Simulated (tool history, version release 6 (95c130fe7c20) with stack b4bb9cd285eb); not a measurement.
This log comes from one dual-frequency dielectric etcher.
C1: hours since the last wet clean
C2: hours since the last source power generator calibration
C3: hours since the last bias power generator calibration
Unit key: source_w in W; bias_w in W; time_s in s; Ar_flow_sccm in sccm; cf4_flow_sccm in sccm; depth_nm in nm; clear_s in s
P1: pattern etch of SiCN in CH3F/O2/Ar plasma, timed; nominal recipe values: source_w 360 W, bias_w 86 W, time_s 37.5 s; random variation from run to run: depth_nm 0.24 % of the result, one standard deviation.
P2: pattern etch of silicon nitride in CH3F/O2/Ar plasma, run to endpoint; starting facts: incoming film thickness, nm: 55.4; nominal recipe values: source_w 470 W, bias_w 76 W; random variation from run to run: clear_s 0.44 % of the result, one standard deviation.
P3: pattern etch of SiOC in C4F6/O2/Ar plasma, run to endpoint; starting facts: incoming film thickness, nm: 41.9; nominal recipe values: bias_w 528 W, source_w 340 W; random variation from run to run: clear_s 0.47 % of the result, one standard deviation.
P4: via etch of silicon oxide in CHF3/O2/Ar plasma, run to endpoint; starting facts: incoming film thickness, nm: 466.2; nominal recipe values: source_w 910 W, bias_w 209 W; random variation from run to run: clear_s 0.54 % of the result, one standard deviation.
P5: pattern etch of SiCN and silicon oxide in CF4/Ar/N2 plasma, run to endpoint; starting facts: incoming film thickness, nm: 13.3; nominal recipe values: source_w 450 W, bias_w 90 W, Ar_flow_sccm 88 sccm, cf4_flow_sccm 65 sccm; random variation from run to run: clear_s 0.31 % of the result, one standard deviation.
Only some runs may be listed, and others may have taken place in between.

run 1 hour=5.6 | process=P1 source_w=360 bias_w=86 time_s=37.5 | C1=242.4 C2=679.5 C3=1483.1 | depth_nm=14.502
run 2 hour=11.9 | process=P1 source_w=360 bias_w=86 time_s=51.5 | C1=248.7 C2=685.8 C3=1489.4 | depth_nm=19.899
run 3 hour=18.2 | process=P5 source_w=450 bias_w=90 Ar_flow_sccm=88 cf4_flow_sccm=38 | C1=255 C2=692.1 C3=1495.7 | clear_s=14.534
run 4 hour=24.2 | process=P1 source_w=360 bias_w=103 time_s=37.5 | C1=261 C2=698.1 C3=1501.7 | depth_nm=15.571
run 5 hour=27.4 | process=P2 source_w=470 bias_w=52 | C1=264.2 C2=701.3 C3=1504.9 | clear_s=83.859
run 6 hour=34.2 | process=P1 source_w=230 bias_w=61 time_s=37.5 | C1=271 C2=708.1 C3=1511.7 | depth_nm=10.851
run 7 hour=41.5 | process=P4 source_w=910 bias_w=209 | C1=278.3 C2=715.4 C3=1519 | clear_s=196.4
run 8 hour=47.4 | process=P3 source_w=340 bias_w=426 | C1=284.2 C2=721.3 C3=1524.9 | clear_s=16.05
run 9 hour=53.1 | process=P1 source_w=360 bias_w=54 time_s=37.5 | C1=289.9 C2=727 C3=1530.6 | depth_nm=12.357
run 10 hour=58.1 | process=P5 source_w=450 bias_w=57 Ar_flow_sccm=88 cf4_flow_sccm=65 | C1=294.9 C2=732 C3=1535.6 | clear_s=15.557
run 11 hour=63.3 | process=P2 source_w=470 bias_w=76 | C1=300.1 C2=737.2 C3=1540.8 | clear_s=74.559
run 12 hour=67 | process=P3 source_w=340 bias_w=528 | C1=303.8 C2=740.9 C3=1544.5 | clear_s=14.896
run 13 hour=71.4 | process=P5 source_w=450 bias_w=90 Ar_flow_sccm=88 cf4_flow_sccm=65 | C1=308.2 C2=745.3 C3=1548.9 | clear_s=13.423
run 14 hour=75.5 | process=P1 source_w=360 bias_w=86 time_s=37.5 | C1=312.3 C2=749.4 C3=1553 | depth_nm=14.51
run 15 hour=81.6 | process=P5 source_w=450 bias_w=90 Ar_flow_sccm=62 cf4_flow_sccm=65 | C1=318.4 C2=755.5 C3=1559.1 | clear_s=12.786
run 16 hour=88.8 | process=P4 source_w=910 bias_w=277 | C1=325.6 C2=762.7 C3=1566.3 | clear_s=179.07
run 17 hour=92.7 | process=P3 source_w=260 bias_w=528 | C1=329.5 C2=766.6 C3=1570.2 | clear_s=16.472
run 18 hour=98.7 | process=P1 source_w=360 bias_w=86 time_s=37.5 | C1=335.5 C2=772.6 C3=1576.2 | depth_nm=14.479
run 19 hour=102.3 | process=P1 source_w=220 bias_w=86 time_s=37.5 | C1=339.1 C2=776.2 C3=1579.8 | depth_nm=12.036
run 20 hour=106.6 | process=P1 source_w=430 bias_w=86 time_s=37.5 | C1=343.4 C2=780.5 C3=1584.1 | depth_nm=15.513
run 21 hour=109.9 | process=P1 source_w=360 bias_w=86 time_s=23.5 | C1=346.7 C2=783.8 C3=1587.4 | depth_nm=9.0949
run 22 hour=117 | process=P2 source_w=590 bias_w=76 | C1=353.8 C2=790.9 C3=1594.5 | clear_s=67.921
run 23 hour=120.8 | process=P5 source_w=340 bias_w=90 Ar_flow_sccm=88 cf4_flow_sccm=65 | C1=357.6 C2=794.7 C3=1598.3 | clear_s=17.273
run 24 hour=124.8 | process=P2 source_w=470 bias_w=76 | C1=361.6 C2=798.7 C3=1602.3 | clear_s=74.016
run 25 hour=130.7 | process=P1 source_w=360 bias_w=86 time_s=37.5 | C1=367.5 C2=804.6 C3=1608.2 | depth_nm=14.457
run 26 hour=133.9 | process=P4 source_w=1220 bias_w=209 | C1=370.7 C2=807.8 C3=1611.4 | clear_s=178.22
run 27 hour=137.9 | process=P1 source_w=360 bias_w=86 time_s=37.5 | C1=374.7 C2=811.8 C3=1615.4 | depth_nm=14.431
run 28 hour=143 | process=P1 source_w=360 bias_w=86 time_s=37.5 | C1=379.8 C2=816.9 C3=1620.5 | depth_nm=14.467
run 29 hour=146.4 | process=P1 source_w=360 bias_w=86 time_s=37.5 | C1=383.2 C2=820.3 C3=1623.9 | depth_nm=14.478
run 30 hour=153.3 | process=P1 source_w=360 bias_w=86 time_s=37.5 | C1=390.1 C2=827.2 C3=1630.8 | depth_nm=14.572
run 31 hour=158.2 | process=P1 source_w=360 bias_w=86 time_s=37.5 | C1=395 C2=832.1 C3=1635.7 | depth_nm=14.642
run 32 hour=165.4 | process=P1 source_w=360 bias_w=86 time_s=37.5 | C1=402.2 C2=839.3 C3=1642.9 | depth_nm=14.631
run 33 hour=169.5 | process=P1 source_w=360 bias_w=86 time_s=37.5 | C1=406.3 C2=843.4 C3=1647 | depth_nm=14.615
run 34 hour=175.9 | process=P1 source_w=360 bias_w=86 time_s=37.5 | C1=412.7 C2=849.8 C3=1653.4 | depth_nm=14.752
-- hour=177.1 wet clean of the chamber
run 35 hour=182.5 | process=P1 source_w=360 bias_w=86 time_s=37.5 | C1=5.4 C2=856.4 C3=1660 | depth_nm=14.695
run 36 hour=188.7 | process=P1 source_w=360 bias_w=86 time_s=37.5 | C1=11.6 C2=862.6 C3=1666.2 | depth_nm=14.749
run 37 hour=193.6 | process=P1 source_w=360 bias_w=86 time_s=37.5 | C1=16.5 C2=867.5 C3=1671.1 | depth_nm=14.782
run 38 hour=200.2 | process=P1 source_w=360 bias_w=86 time_s=37.5 | C1=23.1 C2=874.1 C3=1677.7 | depth_nm=14.767
run 39 hour=204.4 | process=P1 source_w=360 bias_w=86 time_s=37.5 | C1=27.3 C2=878.3 C3=1681.9 | depth_nm=14.718
run 40 hour=210.3 | process=P1 source_w=360 bias_w=86 time_s=37.5 | C1=33.2 C2=884.2 C3=1687.8 | depth_nm=14.754

P1 has crept away from where it was. The log is fitted equally well by each of these 2 causes, at the sizes shown:
A: source power that arrives over what is set, % = 4.78
B: bias power that arrives over what is set, % = 4.78
The process output started creeping at around hour 146.4.
Ruled out, with reasons:
chamber walls in a state that raises the etch rate, %: was serviced at hour 177.1, once the creep was under way, yet the earlier output never came back

Question marks stand in for the results of the 4 check runs listed below, each run on one wafer. Under which run would the listed causes show clearly different results?
run check 1 hour=216.2 | process=P2 source_w=470 bias_w=76 | clear_s=?
run check 2 hour=216.2 | process=P4 source_w=910 bias_w=209 | clear_s=?
run check 3 hour=216.2 | process=P3 source_w=340 bias_w=528 | clear_s=?
run check 4 hour=216.2 | process=P5 source_w=450 bias_w=90 Ar_flow_sccm=88 cf4_flow_sccm=65 | clear_s=?

What each check would give under each cause:
check=check_1 result=clear_s if_A=72.688 if_B=72.808
check=check_2 result=clear_s if_A=194.64 if_B=195.04
check=check_3 result=clear_s if_A=14.671 if_B=14.662
check=check_4 result=clear_s if_A=12.885 if_B=13.205
Separation of the two closest causes in each check, using whichever result separates them best: check 1 0.17 %; check 2 0.21 %; check 3 0.06 %; check 4 2.46 %
The other checks would show nearly matching results whichever cause is true, so check 4 is the only one that separates the causes.

The results of check 4 are: clear_s 13.265 s. Based on these, which of the listed causes is it?

It is B: bias power that arrives over what is set, %.

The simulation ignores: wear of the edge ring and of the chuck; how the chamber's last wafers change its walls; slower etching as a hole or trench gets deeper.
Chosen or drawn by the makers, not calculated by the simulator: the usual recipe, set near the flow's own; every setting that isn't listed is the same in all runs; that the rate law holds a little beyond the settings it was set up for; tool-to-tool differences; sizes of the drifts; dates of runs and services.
